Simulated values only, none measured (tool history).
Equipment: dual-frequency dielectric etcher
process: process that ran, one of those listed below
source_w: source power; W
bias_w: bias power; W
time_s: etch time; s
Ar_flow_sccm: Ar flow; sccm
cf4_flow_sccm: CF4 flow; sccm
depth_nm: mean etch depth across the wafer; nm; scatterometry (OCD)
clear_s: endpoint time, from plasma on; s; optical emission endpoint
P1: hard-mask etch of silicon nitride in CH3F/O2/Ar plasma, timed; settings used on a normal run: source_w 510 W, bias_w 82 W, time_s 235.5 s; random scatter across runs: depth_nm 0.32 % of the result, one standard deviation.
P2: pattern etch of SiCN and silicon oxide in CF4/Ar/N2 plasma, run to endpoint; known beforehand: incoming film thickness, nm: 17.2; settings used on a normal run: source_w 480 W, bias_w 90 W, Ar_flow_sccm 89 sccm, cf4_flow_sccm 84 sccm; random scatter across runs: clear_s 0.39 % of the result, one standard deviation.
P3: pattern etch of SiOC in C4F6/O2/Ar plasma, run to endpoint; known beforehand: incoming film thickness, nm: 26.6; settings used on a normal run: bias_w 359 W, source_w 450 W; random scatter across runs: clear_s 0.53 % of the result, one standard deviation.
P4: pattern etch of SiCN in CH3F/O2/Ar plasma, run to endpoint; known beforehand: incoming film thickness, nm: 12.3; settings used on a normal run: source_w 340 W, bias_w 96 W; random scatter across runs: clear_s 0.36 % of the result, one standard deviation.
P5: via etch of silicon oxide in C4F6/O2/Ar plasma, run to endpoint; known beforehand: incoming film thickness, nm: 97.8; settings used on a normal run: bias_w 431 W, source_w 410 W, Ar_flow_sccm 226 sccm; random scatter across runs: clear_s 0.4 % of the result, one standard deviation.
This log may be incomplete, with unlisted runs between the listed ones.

| run | hour | process | source_w | bias_w | time_s | Ar_flow_sccm | cf4_flow_sccm | depth_nm | clear_s |
|---|---|---|---|---|---|---|---|---|---|
| 1 | 11.2 | P1 | 510 | 82 | 235.5 |  |  | 189.29 |  |
| 2 | 20.3 | P5 | 570 | 431 |  | 226 |  |  | 19.006 |
| 3 | 29.7 | P2 | 660 | 90 |  | 89 | 84 |  | 12.412 |
| 4 | 36.4 | P1 | 700 | 82 | 235.5 |  |  | 214.1 |  |
| 5 | 43.5 | P4 | 340 | 96 |  |  |  |  | 30.695 |
| 6 | 50.9 | P1 | 510 | 104 | 235.5 |  |  | 206.24 |  |
| 7 | 57.1 | P3 | 450 | 359 |  |  |  |  | 9.8203 |
| 8 | 65.6 | P4 | 450 | 96 |  |  |  |  | 27.854 |
| 9 | 73.2 | P2 | 480 | 108 |  | 89 | 84 |  | 15.384 |
| 10 | 82 | P1 | 370 | 82 | 235.5 |  |  | 168.47 |  |
| 11 | 93.2 | P1 | 510 | 82 | 235.5 |  |  | 189.84 |  |
| 12 | 102 | P1 | 510 | 82 | 235.5 |  |  | 188.43 |  |
| 13 | 110.8 | P5 | 410 | 431 |  | 226 |  |  | 21.488 |
| 14 | 118.5 | P1 | 310 | 103 | 235.5 |  |  | 170.17 |  |
| 15 | 128.7 | P1 | 510 | 82 | 235.5 |  |  | 190.32 |  |
| 16 | 141.4 | P1 | 510 | 110 | 140 |  |  | 124.82 |  |
| 17 | 152 | P1 | 510 | 82 | 156 |  |  | 126.28 |  |
| 18 | 163.4 | P3 | 450 | 498 |  |  |  |  | 8.7172 |
| 19 | 173.9 | P5 | 410 | 431 |  | 163 |  |  | 20.707 |
| 20 | 185.1 | P5 | 410 | 277 |  | 226 |  |  | 25.331 |
| 21 | 197 | P1 | 510 | 64 | 296.5 |  |  | 218.56 |  |
| 22 | 209.9 | P2 | 480 | 90 |  | 89 | 112 |  | 15.855 |
| 23 | 219.9 | P3 | 270 | 359 |  |  |  |  | 11.829 |
| 24 | 226.6 | P2 | 480 | 90 |  | 106 | 84 |  | 16.735 |
| 25 | 234.7 | P1 | 510 | 56 | 235.5 |  |  | 166.46 |  |
| 26 | 244.7 | P1 | 510 | 82 | 235.5 |  |  | 189.34 |  |
| 27 | 252.9 | P2 | 480 | 90 |  | 89 | 84 |  | 16.363 |
| 28 | 262.2 | P4 | 340 | 118 |  |  |  |  | 28.706 |
| 29 | 272.8 | P1 | 510 | 82 | 307 |  |  | 246.94 |  |
| 30 | 283.2 | P1 | 510 | 82 | 235.5 |  |  | 189.04 |  |
| 31 | 297.1 | P1 | 510 | 82 | 235.5 |  |  | 188.74 |  |
| 32 | 305.2 | P1 | 510 | 82 | 235.5 |  |  | 187.61 |  |
| 33 | 317.2 | P1 | 510 | 82 | 235.5 |  |  | 187.96 |  |

Expected results for the next run?
|  | 328.3 | wet clean of the chamber |
| 34 | 330 | P1 | 510 | 82 | 235.5 |  |  | ? |  |

Run 34 came out at depth_nm 185.84 nm.

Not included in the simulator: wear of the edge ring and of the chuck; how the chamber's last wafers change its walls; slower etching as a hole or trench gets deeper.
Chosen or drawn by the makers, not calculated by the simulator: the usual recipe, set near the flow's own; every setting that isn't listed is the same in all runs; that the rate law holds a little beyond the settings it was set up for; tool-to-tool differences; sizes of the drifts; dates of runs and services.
